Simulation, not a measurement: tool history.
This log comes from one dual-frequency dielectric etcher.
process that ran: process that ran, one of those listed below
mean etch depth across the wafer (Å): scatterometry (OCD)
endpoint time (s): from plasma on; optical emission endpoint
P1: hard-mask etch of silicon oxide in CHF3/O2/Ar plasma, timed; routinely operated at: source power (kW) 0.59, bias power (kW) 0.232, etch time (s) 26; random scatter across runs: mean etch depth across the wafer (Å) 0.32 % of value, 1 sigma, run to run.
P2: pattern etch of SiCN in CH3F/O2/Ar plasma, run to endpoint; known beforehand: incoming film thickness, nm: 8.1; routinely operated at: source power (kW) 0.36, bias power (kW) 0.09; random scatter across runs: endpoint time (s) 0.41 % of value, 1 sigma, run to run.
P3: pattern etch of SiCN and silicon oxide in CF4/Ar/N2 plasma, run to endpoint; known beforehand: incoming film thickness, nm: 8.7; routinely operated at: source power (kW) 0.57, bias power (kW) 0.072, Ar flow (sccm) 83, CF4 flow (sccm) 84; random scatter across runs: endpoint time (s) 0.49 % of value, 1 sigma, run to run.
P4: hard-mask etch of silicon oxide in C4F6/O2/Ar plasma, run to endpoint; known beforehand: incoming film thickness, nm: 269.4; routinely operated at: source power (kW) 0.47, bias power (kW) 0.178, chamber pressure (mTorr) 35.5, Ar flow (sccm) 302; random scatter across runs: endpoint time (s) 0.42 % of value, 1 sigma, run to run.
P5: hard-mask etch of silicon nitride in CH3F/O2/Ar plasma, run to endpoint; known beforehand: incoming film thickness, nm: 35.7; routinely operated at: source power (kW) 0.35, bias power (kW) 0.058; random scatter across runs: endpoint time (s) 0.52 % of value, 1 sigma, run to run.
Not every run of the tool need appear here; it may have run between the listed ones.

run   hour  process that ran  source power (kW)  bias power (kW)  etch time (s)  Ar flow (sccm)  CF4 flow (sccm)  chamber pressure (mTorr)  hours since the last wet clean  hours since the last source power generator calibration  hours since the last bias power generator calibration  mean etch depth across the wafer (Å)  endpoint time (s)
  1   12.7                P1               0.59            0.232             26                                                                                      447.9                                                   1917.2                                                 1448.9                                545.39
  2   28.3                P3               0.57            0.072                             83              114                                                     463.5                                                   1932.8                                                 1464.5                                                   7.3209
  3   44.9                P1               0.59            0.232             26                                                                                      480.1                                                   1949.4                                                 1481.1                                547.76
  4   53.6                P3               0.57            0.072                             64               84                                                     488.8                                                   1958.1                                                 1489.8                                                    7.354
  5   66.8                P1               0.59            0.274             26                                                                                        502                                                   1971.3                                                   1503                                579.92
  6   83.9                P1               0.59            0.232           17.5                                                                                      519.1                                                   1988.4                                                 1520.1                                367.51
  7   94.9                P2               0.45             0.09                                                                                                     530.1                                                   1999.4                                                 1531.1                                                   18.817
  8  103.5                P1               0.59            0.232             26                                                                                      538.7                                                     2008                                                 1539.7                                 546.4
  9  120.8                P2               0.36            0.108                                                                                                       556                                                   2025.3                                                   1557                                                   19.013
 10  130.9                P5               0.35            0.058                                                                                                     566.1                                                   2035.4                                                 1567.1                                                   56.721
 11  142.3                P1               0.59            0.169             26                                                                                      577.5                                                   2046.8                                                 1578.5                                491.45
 12  158.9                P4               0.38            0.178                            302                                       35.5                           594.1                                                   2063.4                                                 1595.1                                                   89.481
 13  170.1                P1               0.59            0.232             26                                                                                      605.3                                                   2074.6                                                 1606.3                                546.91
 14  178.3                P1               0.59            0.232             26                                                                                      613.5                                                   2082.8                                                 1614.5                                547.61
 15  187.5                P2               0.36             0.09                                                                                                     622.7                                                     2092                                                 1623.7                                                   20.361
 16  195.7                P5               0.21            0.058                                                                                                     630.9                                                   2100.2                                                 1631.9                                                   68.924
 17  208.6                P1               0.36            0.182             26                                                                                      643.8                                                   2113.1                                                 1644.8                                 415.4
 18  219.2                P4               0.47            0.178                            224                                       35.5                           654.4                                                   2123.7                                                 1655.4                                                   79.862
 19  234.6                P2               0.36             0.09                                                                                                     669.8                                                   2139.1                                                 1670.8                                                   20.345
 20  244.6                P4               0.47            0.178                            302                                         29                           679.8                                                   2149.1                                                 1680.8                                                   80.401
 21  254.3                P3               0.38            0.072                             83               84                                                     689.5                                                   2158.8                                                 1690.5                                                   10.885
 22  270.7                P1               0.59            0.232             26                                                                                      705.9                                                   2175.2                                                 1706.9                                 549.7
 23  288.3                P3               0.57            0.072                             83               84                                                     723.5                                                   2192.8                                                 1724.5                                                   7.6274
 24  305.5                P1               0.37            0.232             26                                                                                      740.7                                                     2210                                                 1741.7                                458.31
 25  320.3                P5               0.35            0.058                                                                                                     755.5                                                   2224.8                                                 1756.5                                                   56.624
 26    331                P1               0.59            0.232             39                                                                                      766.2                                                   2235.5                                                 1767.2                                821.47
 27  339.9                P1                0.8            0.232           20.5                                                                                      775.1                                                   2244.4                                                 1776.1                                482.12
 28  351.1                P1               0.59            0.232             26                                                                                      786.3                                                   2255.6                                                 1787.3                                545.43
 29  361.2                P3               0.57            0.042                             83               84                                                     796.4                                                   2265.7                                                 1797.4                                                   8.9671
 30  379.5                P1               0.78            0.232             26                                                                                      814.7                                                     2284                                                 1815.7                                610.11
 31  397.2                P4               0.47            0.178                            302                                       35.5                           832.4                                                   2301.7                                                 1833.4                                                    82.22
 32  414.7                P4               0.47            0.241                            302                                       35.5                           849.9                                                   2319.2                                                 1850.9                                                   75.061
 33  431.8                P5               0.35            0.046                                                                                                       867                                                   2336.3                                                   1868                                                   60.919
 34  441.2                P1               0.59            0.232             26                                                                                      876.4                                                   2345.7                                                 1877.4                                544.34
 35  459.2                P1               0.59            0.232             26                                                                                      894.4                                                   2363.7                                                 1895.4                                548.63
 36  467.4                P1               0.59            0.232             26                                                                                      902.6                                                   2371.9                                                 1903.6                                554.27
 37  476.8                P1               0.59            0.232             26                                                                                        912                                                   2381.3                                                   1913                                551.32
     480.8  -- wet clean of the chamber
 38  485.2                P1               0.59            0.232             26                                                                                        4.4                                                   2389.7                                                 1921.4                                556.38
 39  494.7                P1               0.59            0.232             26                                                                                       13.9                                                   2399.2                                                 1930.9                                553.88
 40    506                P1               0.59            0.232             26                                                                                       25.2                                                   2410.5                                                 1942.2                                553.44
 41  517.8                P1               0.59            0.232             26                                                                                         37                                                   2422.3                                                   1954                                556.51
 42  529.4                P1               0.59            0.232             26                                                                                       48.6                                                   2433.9                                                 1965.6                                559.08

The log shows P1 creeping away from where it was. Any of the 2 causes listed here, at the size stated for it, fits the log just as well as the others:
A: bias power that arrives over what is set, % = 4.65
B: source power that arrives over what is set, % = 4.36
The creep began at about hour 441.2.
Ruled out, with reasons:
chamber walls in a state that raises the etch rate, %: serviced at hour 480.8, after the change had begun; the process did not return to its earlier output

Of the 4 check runs below, each run on 3 wafers with the results averaged and each result still a question mark, which one would tell the listed causes apart?
check 1   541                P4               0.47            0.178                            302                                       35.5                                                                                                                                                                                                        ?
check 2   541                P2               0.36             0.09                                                                                                                                                                                                                                                                                  ?
check 3   541                P3               0.57            0.072                             83               84                                                                                                                                                                                                                                  ?
check 4   541                P5               0.35            0.058                                                                                                                                                                                                                                                                                  ?

Check results expected under each cause:
  check             result    if A    if B
check 1  endpoint time (s)   81.32  81.118
check 2  endpoint time (s)  20.051  20.075
check 3  endpoint time (s)  7.5085  7.3329
check 4  endpoint time (s)  55.845   55.77
Minimum pairwise separation of causes per check, each pair taken at its best-separating result: check 1 0.25 %; check 2 0.12 %; check 3 2.37 %; check 4 0.13 %
The causes can be told apart only by check 3. The other checks would give nearly the same results under each of them.

Check 3 was carried out, with these results: endpoint time (s) 7.4975. Which of the listed causes is responsible?

A is the cause: bias power that arrives over what is set, %.
